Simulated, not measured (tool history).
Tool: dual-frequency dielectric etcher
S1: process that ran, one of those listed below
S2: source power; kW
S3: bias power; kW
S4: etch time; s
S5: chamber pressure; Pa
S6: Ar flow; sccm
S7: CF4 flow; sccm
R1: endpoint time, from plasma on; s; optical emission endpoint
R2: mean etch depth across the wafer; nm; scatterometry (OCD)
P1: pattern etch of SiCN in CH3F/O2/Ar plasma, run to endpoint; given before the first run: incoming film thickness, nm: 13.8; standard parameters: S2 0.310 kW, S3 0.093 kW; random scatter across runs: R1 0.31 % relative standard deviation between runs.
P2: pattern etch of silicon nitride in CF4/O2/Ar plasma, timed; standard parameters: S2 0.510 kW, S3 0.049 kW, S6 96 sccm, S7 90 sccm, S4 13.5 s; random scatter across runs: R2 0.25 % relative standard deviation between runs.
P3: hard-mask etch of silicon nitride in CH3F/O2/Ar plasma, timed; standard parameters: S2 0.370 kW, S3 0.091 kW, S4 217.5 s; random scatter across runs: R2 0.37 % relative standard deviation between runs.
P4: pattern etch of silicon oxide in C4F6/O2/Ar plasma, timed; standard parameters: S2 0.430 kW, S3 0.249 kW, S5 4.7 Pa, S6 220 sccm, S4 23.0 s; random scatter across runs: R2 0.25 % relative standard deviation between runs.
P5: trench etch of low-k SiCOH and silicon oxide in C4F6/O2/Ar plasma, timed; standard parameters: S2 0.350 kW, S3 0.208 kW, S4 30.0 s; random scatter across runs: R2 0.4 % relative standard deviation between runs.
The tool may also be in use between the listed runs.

Run 1, hour 10.1: S1 P1, S2 0.310 kW, S3 0.093 kW. Result: R1 36.920 s.
Run 2, hour 19.4: S1 P1, S2 0.310 kW, S3 0.093 kW. Result: R1 36.893 s.
Run 3, hour 28.6: S1 P5, S2 0.350 kW, S3 0.256 kW, S4 30.0 s. Result: R2 101.550 nm.
Run 4, hour 42.7: S1 P5, S2 0.350 kW, S3 0.208 kW, S4 20.0 s. Result: R2 63.544 nm.
Run 5, hour 58.9: S1 P4, S2 0.430 kW, S3 0.249 kW, S4 23.0 s, S5 4.7 Pa, S6 220 sccm. Result: R2 85.802 nm.
Run 6, hour 68.4: S1 P5, S2 0.460 kW, S3 0.208 kW, S4 30.0 s. Result: R2 105.770 nm.
Run 7, hour 83.3: S1 P2, S2 0.510 kW, S3 0.049 kW, S4 13.5 s, S6 96 sccm, S7 70 sccm. Result: R2 24.802 nm.
Run 8, hour 92.9: S1 P2, S2 0.650 kW, S3 0.049 kW, S4 13.5 s, S6 96 sccm, S7 90 sccm. Result: R2 31.531 nm.
Run 9, hour 106.7: S1 P1, S2 0.230 kW, S3 0.093 kW. Result: R1 41.170 s.
Run 10, hour 122.4: S1 P2, S2 0.510 kW, S3 0.049 kW, S4 13.5 s, S6 96 sccm, S7 90 sccm. Result: R2 25.680 nm.
Run 11, hour 130.2: S1 P3, S2 0.370 kW, S3 0.074 kW, S4 217.5 s. Result: R2 149.150 nm.
Run 12, hour 143.1: S1 P1, S2 0.310 kW, S3 0.120 kW. Result: R1 33.224 s.
Run 13, hour 153.0: S1 P1, S2 0.310 kW, S3 0.093 kW. Result: R1 36.743 s.
Run 14, hour 169.5: S1 P2, S2 0.510 kW, S3 0.049 kW, S4 13.5 s, S6 116 sccm, S7 90 sccm. Result: R2 24.989 nm.
Run 15, hour 185.7: S1 P1, S2 0.210 kW, S3 0.110 kW. Result: R1 39.697 s.
Run 16, hour 199.3: S1 P4, S2 0.430 kW, S3 0.249 kW, S4 23.0 s, S5 6.0 Pa, S6 220 sccm. Result: R2 83.645 nm.
Run 17, hour 209.3: S1 P2, S2 0.510 kW, S3 0.049 kW, S4 9.5 s, S6 96 sccm, S7 90 sccm. Result: R2 17.979 nm.
Run 18, hour 221.3: S1 P2, S2 0.510 kW, S3 0.067 kW, S4 13.5 s, S6 96 sccm, S7 90 sccm. Result: R2 29.034 nm.
Run 19, hour 229.5: S1 P1, S2 0.310 kW, S3 0.093 kW. Result: R1 36.802 s.
Run 20, hour 243.6: S1 P1, S2 0.310 kW, S3 0.072 kW. Result: R1 40.379 s.

Predict the results of run 21:
Run 21, hour 257.4: S1 P5, S2 0.350 kW, S3 0.208 kW, S4 30.0 s. Result: R2 ?.

R2: 95.071 nm
